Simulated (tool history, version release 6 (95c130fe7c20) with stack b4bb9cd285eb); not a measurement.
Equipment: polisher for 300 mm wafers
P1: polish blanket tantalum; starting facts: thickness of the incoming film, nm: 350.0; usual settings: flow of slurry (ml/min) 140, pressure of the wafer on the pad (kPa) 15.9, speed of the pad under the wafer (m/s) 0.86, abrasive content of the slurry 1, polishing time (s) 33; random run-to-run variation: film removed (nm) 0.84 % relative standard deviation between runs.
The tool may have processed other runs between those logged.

run	hour	flow of slurry (ml/min)	pressure of the wafer on the pad (kPa)	speed of the pad under the wafer (m/s)	abrasive content of the slurry	polishing time (s)	wafers polished on this pad	hours since the slurry nozzle was cleaned	hours since the head pressure was calibrated	hours since the slurry blender was calibrated	film removed (nm)
1	8.8	140	15.9	0.86	1	33	324	93.4	162.4	276.2	54.113
2	16.4	140	15.9	0.86	1	33	395	101	170	283.8	53.418
3	27.6	140	15.9	0.4	1	33	499	112.2	181.2	295	25.07
4	34.8	140	15.9	0.86	1	52	566	119.4	188.4	302.2	83.049
5	45.8	140	15.9	0.86	1	33	668	130.4	199.4	313.2	54.097
# hour 48: slurry blender recalibrated
6	52	140	15.9	0.86	1	33	725	136.6	205.6	4.1	54.001
7	57.9	140	21.4	0.86	1	33	780	142.5	211.5	10	72.144
# hour 66.2: slurry nozzle cleaned
8	68.7	140	10.3	0.86	1	33	881	2.5	222.3	20.8	34.911
9	74.3	140	15.9	0.86	1	33	933	8.1	227.9	26.4	53.501
10	82.6	140	15.9	0.86	1.35	43	1010	16.4	236.2	34.7	74.343
11	88.5	140	15.9	1.16	1	33	1065	22.3	242.1	40.6	72.717
12	96.5	215	15.9	0.86	1	20	1139	30.3	250.1	48.6	34.8
13	107.4	200	15.9	0.86	1	33	1241	41.2	261	59.5	57.26
14	113.7	140	15.9	0.86	1	15	1299	47.5	267.3	65.8	24.269
15	121.4	140	15.9	0.86	1	33	1371	55.2	275	73.5	53.949
16	126.8	140	15.9	0.86	0.55	33	1421	60.6	280.4	78.9	42.778
17	132.8	140	15.9	0.86	1.4	33	1477	66.6	286.4	84.9	57.967
18	141.2	85	15.9	0.86	1	33	1555	75	294.8	93.3	47.767
19	152.1	140	15.9	0.86	1	33	1656	85.9	305.7	104.2	54.11
20	158.2	140	15.9	0.86	1	33	1713	92	311.8	110.3	51.949
21	163.5	140	15.9	0.86	1	33	1762	97.3	317.1	115.6	51.519
22	170.9	140	15.9	0.86	1	33	1831	104.7	324.5	123	50.296
23	175.9	140	15.9	0.86	1	33	1877	109.7	329.5	128	49.793
# hour 179.8: worn pad replaced by a new one
# hour 180.3: head pressure recalibrated
24	184.8	140	15.9	0.86	1	33	46	118.6	4.6	136.9	50.001
25	190.5	140	15.9	0.86	1	33	99	124.3	10.3	142.6	49.969
26	197.5	140	15.9	0.86	1	33	165	131.3	17.3	149.6	49.552
27	203	140	15.9	0.86	1	33	216	136.8	22.8	155.1	49.32

Estimate the outcome of run 28 from the log above:
28	211	140	15.9	0.86	1	33	290	144.8	30.8	163.1	?

Run 28 yielded film removed (nm) 49.496.
